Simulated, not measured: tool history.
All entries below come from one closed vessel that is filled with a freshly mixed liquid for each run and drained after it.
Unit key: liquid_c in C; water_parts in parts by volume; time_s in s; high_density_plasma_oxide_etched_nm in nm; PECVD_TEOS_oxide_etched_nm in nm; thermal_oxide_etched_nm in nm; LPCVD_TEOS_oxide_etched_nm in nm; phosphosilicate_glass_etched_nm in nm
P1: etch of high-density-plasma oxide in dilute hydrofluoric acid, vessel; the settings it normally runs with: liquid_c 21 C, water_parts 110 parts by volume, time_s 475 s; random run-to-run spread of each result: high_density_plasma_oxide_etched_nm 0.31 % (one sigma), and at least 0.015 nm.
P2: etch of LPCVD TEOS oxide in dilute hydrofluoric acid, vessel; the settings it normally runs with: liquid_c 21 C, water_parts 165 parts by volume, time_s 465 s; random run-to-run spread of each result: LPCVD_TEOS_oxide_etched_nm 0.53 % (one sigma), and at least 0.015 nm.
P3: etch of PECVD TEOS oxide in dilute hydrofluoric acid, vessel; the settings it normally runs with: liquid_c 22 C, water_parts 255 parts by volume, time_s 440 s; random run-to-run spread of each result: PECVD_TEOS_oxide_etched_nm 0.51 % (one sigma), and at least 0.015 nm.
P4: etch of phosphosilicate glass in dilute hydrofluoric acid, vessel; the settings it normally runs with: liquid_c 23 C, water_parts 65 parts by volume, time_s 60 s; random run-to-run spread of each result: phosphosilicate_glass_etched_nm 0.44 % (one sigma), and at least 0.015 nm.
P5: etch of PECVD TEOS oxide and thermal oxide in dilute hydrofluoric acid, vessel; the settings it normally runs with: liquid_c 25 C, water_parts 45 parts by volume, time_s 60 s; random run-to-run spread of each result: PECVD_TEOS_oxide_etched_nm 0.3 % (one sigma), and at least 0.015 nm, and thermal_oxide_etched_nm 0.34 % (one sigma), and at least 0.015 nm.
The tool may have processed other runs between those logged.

run   hour  process  liquid_c  water_parts  time_s  hours since the thermometer was replaced  hours since the hydrofluoric acid flow meter was replaced  high_density_plasma_oxide_etched_nm  PECVD_TEOS_oxide_etched_nm  thermal_oxide_etched_nm  LPCVD_TEOS_oxide_etched_nm  phosphosilicate_glass_etched_nm
  1   14.8       P1        21          110     475                                    1832.8                                                      264.5                                37.77
  2   27.7       P1      28.5          110     475                                    1845.7                                                      277.4                               51.022
  3   39.5       P1        21          110     475                                    1857.5                                                      289.2                               37.763
  4   53.7       P1        21          155     475                                    1871.7                                                      303.4                               25.676
  5   62.2       P5        25           45     105                                    1880.2                                                      311.9                                                            71.73                    12.61
  6   76.2       P1        21          110     700                                    1894.2                                                      325.9                               55.691
  7   88.5       P1        21           65     475                                    1906.5                                                      338.2                               67.656
  8   98.7       P1        17          110      55                                    1916.7                                                      348.4                               3.7386
  9  112.5       P2        21          165     860                                    1930.5                                                      362.2                                                                                                                88.793
 10  126.9       P5        25           70      60                                    1944.9                                                      376.6                                                            25.39                   4.5089
 11  134.2       P1        21          110     475                                    1952.2                                                      383.9                               37.828
 12  142.1       P1        21          110     475                                    1960.1                                                      391.8                               37.685
 13  153.6       P2        21          165     465                                    1971.6                                                      403.3                                                                                                                48.113
 14  166.3       P3        22          255      75                                    1984.3                                                        416                                                           3.1506
 15  177.3       P4        23          100      60                                    1995.3                                                        427                                                                                                                                                 46.274
 16  184.1       P1        21          110     475                                    2002.1                                                      433.8                               37.899
 17    194       P4        23           65      30                                      2012                                                      443.7                                                                                                                                                  36.98
 18  201.9       P5      18.5           45      60                                    2019.9                                                      451.6                                                           31.004                   5.5142
 19  215.6       P3        22          255     440                                    2033.6                                                      465.3                                                             18.6
 20  222.8       P4        28           65      60                                    2040.8                                                      472.5                                                                                                                                                 91.005
 21  235.2       P2        21           75     465                                    2053.2                                                      484.9                                                                                                                117.64
 22  244.5       P1        17          110     475                                    2062.5                                                      494.2                               32.161
 23  252.5       P1        21          110     155                                    2070.5                                                      502.2                               12.395
 24  262.1       P3        28          255     440                                    2080.1                                                      511.8                                                           22.816
 25  272.3       P3        22          470     440                                    2090.3                                                        522                                                           8.3312
 26  285.1       P2      27.5          165     465                                    2103.1                                                      534.8                                                                                                                61.476
 27  294.1       P5        25           45      60                                    2112.1                                                      543.8                                                           40.803                   7.2232
 28  307.5       P4        23           65      60                                    2125.5                                                      557.2                                                                                                                                                 74.709
 29  318.1       P1        21          110     475                                    2136.1                                                      567.8                               37.847
 30  331.8       P1        21          110     475                                    2149.8                                                      581.5                               39.275
 31  344.4       P1        21          110     475                                    2162.4                                                      594.1                               40.097
 32    356       P1        21          110     475                                      2174                                                      605.7                               40.723
 33    366       P1        21          110     475                                      2184                                                      615.7                               40.928
 34  379.3       P1        21          110     475                                    2197.3                                                        629                               41.096
 35  386.1       P1        21          110     475                                    2204.1                                                      635.8                               41.112
 36  395.3       P1        21          110     475                                    2213.3                                                        645                               41.627
 37  405.9       P1        21          110     475                                    2223.9                                                      655.6                                 41.5
 38  419.1       P1        21          110     475                                    2237.1                                                      668.8                               41.674
 39  430.7       P1        21          110     475                                    2248.7                                                      680.4                               41.788
 40  437.6       P1        21          110     475                                    2255.6                                                      687.3                               41.605

What P1 gives has crept off from where it sat before. The 2 causes that follow fit the log equally well, each at the size noted:
A: hydrofluoric acid flow above the setpoint (%) = 9.04
B: liquid hotter than its thermometer reads (K) = 2.43
The gradual shift began around hour 318.1.

The list below offers 4 check runs, each averaging the results of 2 wafers, and shows each result as a question mark. For which of them would the listed causes give clearly different results?
check 1  444.5       P5        25           70      60                                                                                                                                                                     ?                        ?
check 2  444.5       P3        22          400     255                                                                                                                                                                     ?
check 3  444.5       P4        26           65      60                                                                                                                                                                                                                                                           ?
check 4  444.5       P2      25.5          115     465                                                                                                                                                                                                                          ?

Expected result of each check under each candidate cause:
  check                           result    if A    if B
check 1       PECVD_TEOS_oxide_etched_nm  27.946  28.015
check 1          thermal_oxide_etched_nm  4.9293  4.9414
check 2       PECVD_TEOS_oxide_etched_nm  6.7129  6.4836
check 3  phosphosilicate_glass_etched_nm  92.215  92.427
check 4       LPCVD_TEOS_oxide_etched_nm  95.928   95.39
Per-check spread between the two closest causes, in the result where they differ most: check 1 0.25 %; check 2 3.47 %; check 3 0.23 %; check 4 0.56 %
The causes can be told apart only by check 2. The other checks would give nearly the same results under each of them.

Then check 2 was run and gave: PECVD_TEOS_oxide_etched_nm 6.6891 nm. Which cause is it?

It was cause A: hydrofluoric acid flow above the setpoint (%).

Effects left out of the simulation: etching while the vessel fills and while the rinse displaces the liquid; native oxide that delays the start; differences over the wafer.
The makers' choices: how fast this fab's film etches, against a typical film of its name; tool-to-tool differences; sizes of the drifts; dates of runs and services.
